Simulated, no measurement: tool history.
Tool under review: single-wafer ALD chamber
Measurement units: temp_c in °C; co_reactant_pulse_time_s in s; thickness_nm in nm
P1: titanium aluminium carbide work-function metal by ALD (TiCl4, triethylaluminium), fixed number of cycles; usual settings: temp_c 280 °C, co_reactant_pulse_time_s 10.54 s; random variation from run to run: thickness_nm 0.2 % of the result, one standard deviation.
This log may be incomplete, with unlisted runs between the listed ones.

run,day,temp_c,co_reactant_pulse_time_s,hours since the last thermocouple change,hours since the last triethylaluminium bottle change,thickness_nm
1,0.425,280,10.54,730.8,207.2,1.8381
2,1.212,280,10.54,749.7,226.1,1.8375
3,1.804,301,10.54,763.9,240.3,2.0128
4,2.592,290,6.05,782.8,259.2,1.7286
5,3.275,280,6.39,799.2,275.6,1.6739
6,3.821,293,4.36,812.3,288.7,1.5538
7,4.342,256,10.54,824.8,301.2,1.6332
8,4.738,280,10.54,834.3,310.7,1.8302
9,5.508,280,10.54,852.8,329.2,1.8306
10,5.858,280,16.13,861.2,337.6,1.8772
11,6.429,280,10.54,874.9,351.3,1.8341
12,6.792,280,10.54,883.6,360.0,1.8412
13,7.571,280,10.54,902.3,378.7,1.8274

For run 14, what comes out?
14,8.083,280,10.54,914.6,391.0,?

{"run 14": {"thickness_nm": 1.8339}}
